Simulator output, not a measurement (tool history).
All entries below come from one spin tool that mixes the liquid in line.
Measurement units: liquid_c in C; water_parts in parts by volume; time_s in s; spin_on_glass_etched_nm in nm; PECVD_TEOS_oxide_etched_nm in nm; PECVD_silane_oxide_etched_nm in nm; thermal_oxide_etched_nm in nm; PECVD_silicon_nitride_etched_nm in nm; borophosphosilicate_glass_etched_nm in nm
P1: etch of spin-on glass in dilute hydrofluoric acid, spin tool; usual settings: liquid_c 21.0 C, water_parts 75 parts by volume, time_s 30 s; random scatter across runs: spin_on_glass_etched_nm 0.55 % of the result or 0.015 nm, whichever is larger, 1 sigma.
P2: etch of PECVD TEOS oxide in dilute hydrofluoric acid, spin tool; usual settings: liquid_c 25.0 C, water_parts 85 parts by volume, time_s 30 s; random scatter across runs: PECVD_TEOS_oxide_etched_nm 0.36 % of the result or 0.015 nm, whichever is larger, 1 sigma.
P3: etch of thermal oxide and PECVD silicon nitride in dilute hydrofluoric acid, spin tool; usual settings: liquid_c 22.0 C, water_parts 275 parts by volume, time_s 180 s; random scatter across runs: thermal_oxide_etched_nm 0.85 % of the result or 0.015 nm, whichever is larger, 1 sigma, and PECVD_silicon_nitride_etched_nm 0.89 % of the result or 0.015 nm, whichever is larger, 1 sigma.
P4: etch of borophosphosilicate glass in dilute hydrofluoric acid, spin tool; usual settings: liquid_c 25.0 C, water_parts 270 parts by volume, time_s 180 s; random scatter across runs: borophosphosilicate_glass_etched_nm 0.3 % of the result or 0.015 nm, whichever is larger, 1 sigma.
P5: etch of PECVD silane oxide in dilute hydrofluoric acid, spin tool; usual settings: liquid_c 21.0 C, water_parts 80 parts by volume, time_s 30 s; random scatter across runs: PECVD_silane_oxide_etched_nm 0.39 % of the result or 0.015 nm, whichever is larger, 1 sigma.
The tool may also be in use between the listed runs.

| run | hour | process | liquid_c | water_parts | time_s | hours since the thermometer was replaced | hours since the hydrofluoric acid flow meter was replaced | spin_on_glass_etched_nm | PECVD_TEOS_oxide_etched_nm | PECVD_silane_oxide_etched_nm | thermal_oxide_etched_nm | PECVD_silicon_nitride_etched_nm | borophosphosilicate_glass_etched_nm |
|---|---|---|---|---|---|---|---|---|---|---|---|---|---|
| 1 | 4.4 | P1 | 21.0 | 75 | 30 | 288.7 | 390.1 | 13.9130 |  |  |  |  |  |
| 2 | 7.6 | P1 | 21.0 | 75 | 30 | 291.9 | 393.3 | 13.9080 |  |  |  |  |  |
| 3 | 11.3 | P2 | 25.0 | 85 | 15 | 295.6 | 397.0 |  | 3.2750 |  |  |  |  |
| 4 | 15.3 | P5 | 21.0 | 80 | 30 | 299.6 | 401.0 |  |  | 10.4670 |  |  |  |
| 5 | 20.0 | P2 | 25.0 | 85 | 30 | 304.3 | 405.7 |  | 6.5287 |  |  |  |  |
| 6 | 23.9 | P2 | 25.0 | 85 | 30 | 308.2 | 409.6 |  | 6.5157 |  |  |  |  |
| 7 | 26.2 | P3 | 22.0 | 60 | 180 | 310.5 | 411.9 |  |  |  | 15.0800 | 13.0330 |  |
| 8 | 28.7 | P1 | 28.0 | 75 | 30 | 313.0 | 414.4 | 18.3640 |  |  |  |  |  |
|  | 29.0 | hydrofluoric acid flow meter replaced |
| 9 | 31.7 | P5 | 21.0 | 35 | 30 | 316.0 | 2.8 |  |  | 25.1680 |  |  |  |
| 10 | 36.1 | P4 | 17.0 | 270 | 180 | 320.4 | 7.2 |  |  |  |  |  | 12.8810 |
| 11 | 38.7 | P1 | 21.0 | 75 | 30 | 323.0 | 9.8 | 13.8320 |  |  |  |  |  |
| 12 | 41.7 | P1 | 21.0 | 75 | 30 | 326.0 | 12.8 | 13.7890 |  |  |  |  |  |
| 13 | 44.3 | P4 | 25.0 | 270 | 180 | 328.6 | 15.4 |  |  |  |  |  | 17.3130 |
| 14 | 47.4 | P1 | 21.0 | 75 | 30 | 331.7 | 18.5 | 13.8630 |  |  |  |  |  |
| 15 | 50.8 | P3 | 22.0 | 275 | 180 | 335.1 | 21.9 |  |  |  | 2.6075 | 2.8911 |  |
| 16 | 55.3 | P5 | 21.0 | 80 | 50 | 339.6 | 26.4 |  |  | 17.2970 |  |  |  |
| 17 | 58.9 | P2 | 25.0 | 150 | 30 | 343.2 | 30.0 |  | 3.4318 |  |  |  |  |
| 18 | 62.1 | P4 | 25.0 | 270 | 60 | 346.4 | 33.2 |  |  |  |  |  | 5.7724 |
| 19 | 65.9 | P1 | 25.5 | 135 | 30 | 350.2 | 37.0 | 8.5192 |  |  |  |  |  |
| 20 | 69.9 | P4 | 25.0 | 50 | 180 | 354.2 | 41.0 |  |  |  |  |  | 120.5400 |
| 21 | 72.1 | P5 | 21.0 | 80 | 30 | 356.4 | 43.2 |  |  | 10.3840 |  |  |  |
| 22 | 74.1 | P4 | 25.0 | 270 | 180 | 358.4 | 45.2 |  |  |  |  |  | 17.2930 |
| 23 | 78.4 | P1 | 21.0 | 30 | 30 | 362.7 | 49.5 | 36.5220 |  |  |  |  |  |
| 24 | 81.6 | P1 | 21.0 | 110 | 30 | 365.9 | 52.7 | 9.0558 |  |  |  |  |  |
| 25 | 83.7 | P5 | 17.0 | 80 | 30 | 368.0 | 54.8 |  |  | 8.8131 |  |  |  |
| 26 | 87.8 | P1 | 17.0 | 75 | 30 | 372.1 | 58.9 | 11.6590 |  |  |  |  |  |
| 27 | 92.3 | P1 | 21.0 | 140 | 15 | 376.6 | 63.4 | 3.4492 |  |  |  |  |  |
| 28 | 96.3 | P1 | 17.0 | 75 | 15 | 380.6 | 67.4 | 5.8031 |  |  |  |  |  |
| 29 | 100.0 | P2 | 18.0 | 85 | 30 | 384.3 | 71.1 |  | 4.8998 |  |  |  |  |
| 30 | 103.2 | P1 | 21.0 | 75 | 15 | 387.5 | 74.3 | 6.9074 |  |  |  |  |  |
| 31 | 106.9 | P1 | 21.0 | 75 | 30 | 391.2 | 78.0 | 13.9290 |  |  |  |  |  |
| 32 | 109.8 | P1 | 21.0 | 75 | 55 | 394.1 | 80.9 | 25.4220 |  |  |  |  |  |
| 33 | 113.6 | P3 | 22.0 | 275 | 325 | 397.9 | 84.7 |  |  |  | 4.6462 | 5.2749 |  |
| 34 | 116.8 | P3 | 18.0 | 275 | 180 | 401.1 | 87.9 |  |  |  | 2.2520 | 2.2430 |  |
| 35 | 119.6 | P1 | 21.0 | 75 | 30 | 403.9 | 90.7 | 13.9070 |  |  |  |  |  |
| 36 | 122.3 | P1 | 21.0 | 75 | 30 | 406.6 | 93.4 | 13.4300 |  |  |  |  |  |
| 37 | 125.4 | P1 | 21.0 | 75 | 30 | 409.7 | 96.5 | 13.3200 |  |  |  |  |  |
| 38 | 129.0 | P1 | 21.0 | 75 | 30 | 413.3 | 100.1 | 12.9250 |  |  |  |  |  |
| 39 | 132.6 | P1 | 21.0 | 75 | 30 | 416.9 | 103.7 | 12.8070 |  |  |  |  |  |
| 40 | 135.8 | P1 | 21.0 | 75 | 30 | 420.1 | 106.9 | 12.7620 |  |  |  |  |  |
| 41 | 138.0 | P1 | 21.0 | 75 | 30 | 422.3 | 109.1 | 12.8620 |  |  |  |  |  |
| 42 | 141.0 | P1 | 21.0 | 75 | 30 | 425.3 | 112.1 | 12.7160 |  |  |  |  |  |
| 43 | 145.2 | P1 | 21.0 | 75 | 30 | 429.5 | 116.3 | 12.6500 |  |  |  |  |  |
| 44 | 148.9 | P1 | 21.0 | 75 | 30 | 433.2 | 120.0 | 12.6430 |  |  |  |  |  |
| 45 | 152.7 | P1 | 21.0 | 75 | 30 | 437.0 | 123.8 | 12.5700 |  |  |  |  |  |
| 46 | 155.3 | P1 | 21.0 | 75 | 30 | 439.6 | 126.4 | 12.6280 |  |  |  |  |  |

Something has made what P1 gives creep away from where it was; the 2 causes below, each at its own stated size, fit the log equally well:
A: liquid colder than its thermometer reads (K) = 2.24
B: hydrofluoric acid flow below the setpoint (%) = 8.21
The process output started creeping at around hour 119.6.

Question marks stand in for the results of the 4 check runs listed below, each run on one wafer. Under which run would the listed causes show clearly different results?
| check 1 | 157.9 | P4 | 19.0 | 115 | 180 |  |  |  |  |  |  |  | ? |
| check 2 | 157.9 | P5 | 17.0 | 80 | 30 |  |  |  |  | ? |  |  |  |
| check 3 | 157.9 | P3 | 22.0 | 60 | 280 |  |  |  |  |  | ? | ? |  |
| check 4 | 157.9 | P2 | 25.0 | 150 | 15 |  |  |  | ? |  |  |  |  |

What each check would give under each cause:
| check | result | if A | if B |
|---|---|---|---|
| check 1 | borophosphosilicate_glass_etched_nm | 34.6190 | 34.4920 |
| check 2 | PECVD_silane_oxide_etched_nm | 8.0116 | 8.0372 |
| check 3 | thermal_oxide_etched_nm | 21.3650 | 21.3960 |
| check 3 | PECVD_silicon_nitride_etched_nm | 17.2930 | 18.5480 |
| check 4 | PECVD_TEOS_oxide_etched_nm | 1.5675 | 1.5433 |
Separation of the two closest causes in each check, using whichever result separates them best: check 1 0.37 %; check 2 0.32 %; check 3 7.01 %; check 4 1.55 %
The other checks would show nearly matching results whichever cause is true, so check 3 is the only one that separates the causes.

With check 3 done, the readings were: thermal_oxide_etched_nm 21.5040 nm; PECVD_silicon_nitride_etched_nm 18.4730 nm. Identify which of the listed causes applies.

It is B: hydrofluoric acid flow below the setpoint (%).
